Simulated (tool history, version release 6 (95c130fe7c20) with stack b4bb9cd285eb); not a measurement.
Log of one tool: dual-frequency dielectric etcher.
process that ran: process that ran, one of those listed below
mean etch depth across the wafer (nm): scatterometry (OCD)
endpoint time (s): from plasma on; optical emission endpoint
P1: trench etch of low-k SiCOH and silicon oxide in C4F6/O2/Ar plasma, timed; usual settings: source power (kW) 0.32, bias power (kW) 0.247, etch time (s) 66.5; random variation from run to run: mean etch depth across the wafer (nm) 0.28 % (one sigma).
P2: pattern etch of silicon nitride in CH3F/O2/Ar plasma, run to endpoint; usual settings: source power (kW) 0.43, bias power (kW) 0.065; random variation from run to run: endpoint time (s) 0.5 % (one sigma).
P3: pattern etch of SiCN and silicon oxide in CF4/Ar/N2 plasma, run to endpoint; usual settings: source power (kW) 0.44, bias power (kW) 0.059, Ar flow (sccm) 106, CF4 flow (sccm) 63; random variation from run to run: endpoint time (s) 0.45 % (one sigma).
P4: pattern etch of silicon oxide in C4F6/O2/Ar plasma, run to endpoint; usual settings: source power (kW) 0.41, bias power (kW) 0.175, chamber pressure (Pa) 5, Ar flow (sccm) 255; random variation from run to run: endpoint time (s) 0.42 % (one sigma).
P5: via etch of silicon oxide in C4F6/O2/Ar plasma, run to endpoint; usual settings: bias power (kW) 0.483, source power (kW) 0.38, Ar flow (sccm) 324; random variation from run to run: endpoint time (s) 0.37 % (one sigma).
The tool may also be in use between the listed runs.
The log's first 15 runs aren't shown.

| run | hour | process that ran | source power (kW) | bias power (kW) | etch time (s) | Ar flow (sccm) | CF4 flow (sccm) | chamber pressure (Pa) | hours since the last wet clean | hours since the last source power generator calibration | hours since the last bias power generator calibration | mean etch depth across the wafer (nm) | endpoint time (s) |
|---|---|---|---|---|---|---|---|---|---|---|---|---|---|
| 16 | 91 | P1 | 0.32 | 0.247 | 66.5 |  |  |  | 393.6 | 1601.2 | 45.8 | 222.65 |  |
| 17 | 96.3 | P3 | 0.44 | 0.059 |  | 62 | 63 |  | 398.9 | 1606.5 | 51.1 |  | 18.658 |
| 18 | 102.6 | P1 | 0.32 | 0.247 | 66.5 |  |  |  | 405.2 | 1612.8 | 57.4 | 222.82 |  |
| 19 | 106.9 | P5 | 0.38 | 0.483 |  | 221 |  |  | 409.5 | 1617.1 | 61.7 |  | 41.302 |
| 20 | 112.1 | P5 | 0.38 | 0.483 |  | 324 |  |  | 414.7 | 1622.3 | 66.9 |  | 42.886 |
| 21 | 117 | P3 | 0.44 | 0.059 |  | 106 | 44 |  | 419.6 | 1627.2 | 71.8 |  | 21.285 |
| 22 | 125.4 | P3 | 0.44 | 0.039 |  | 106 | 63 |  | 428 | 1635.6 | 80.2 |  | 22.892 |
| 23 | 132.8 | P4 | 0.58 | 0.175 |  | 255 |  | 5 | 435.4 | 1643 | 87.6 |  | 14.371 |
| 24 | 140.3 | P4 | 0.41 | 0.175 |  | 255 |  | 5 | 442.9 | 1650.5 | 95.1 |  | 16.45 |
| 25 | 145.9 | P1 | 0.32 | 0.165 | 66.5 |  |  |  | 448.5 | 1656.1 | 100.7 | 194.98 |  |
| 26 | 149.7 | P4 | 0.41 | 0.175 |  | 255 |  | 3.73 | 452.3 | 1659.9 | 104.5 |  | 15.905 |
| 27 | 158.2 | P1 | 0.24 | 0.247 | 66.5 |  |  |  | 460.8 | 1668.4 | 113 | 199.49 |  |
| 28 | 162.6 | P1 | 0.32 | 0.301 | 66.5 |  |  |  | 465.2 | 1672.8 | 117.4 | 238.6 |  |
| 29 | 166.5 | P4 | 0.41 | 0.106 |  | 255 |  | 5 | 469.1 | 1676.7 | 121.3 |  | 19.075 |
| 30 | 173.8 | P3 | 0.44 | 0.059 |  | 106 | 63 |  | 476.4 | 1684 | 128.6 |  | 20.228 |
| 31 | 178.2 | P1 | 0.32 | 0.247 | 66.5 |  |  |  | 480.8 | 1688.4 | 133 | 222.01 |  |

Forecast run 32:
| 32 | 182.6 | P5 | 0.29 | 0.483 |  | 324 |  |  | 485.2 | 1692.8 | 137.4 |  | ? |

Run 32 gave endpoint time (s) 47.566.
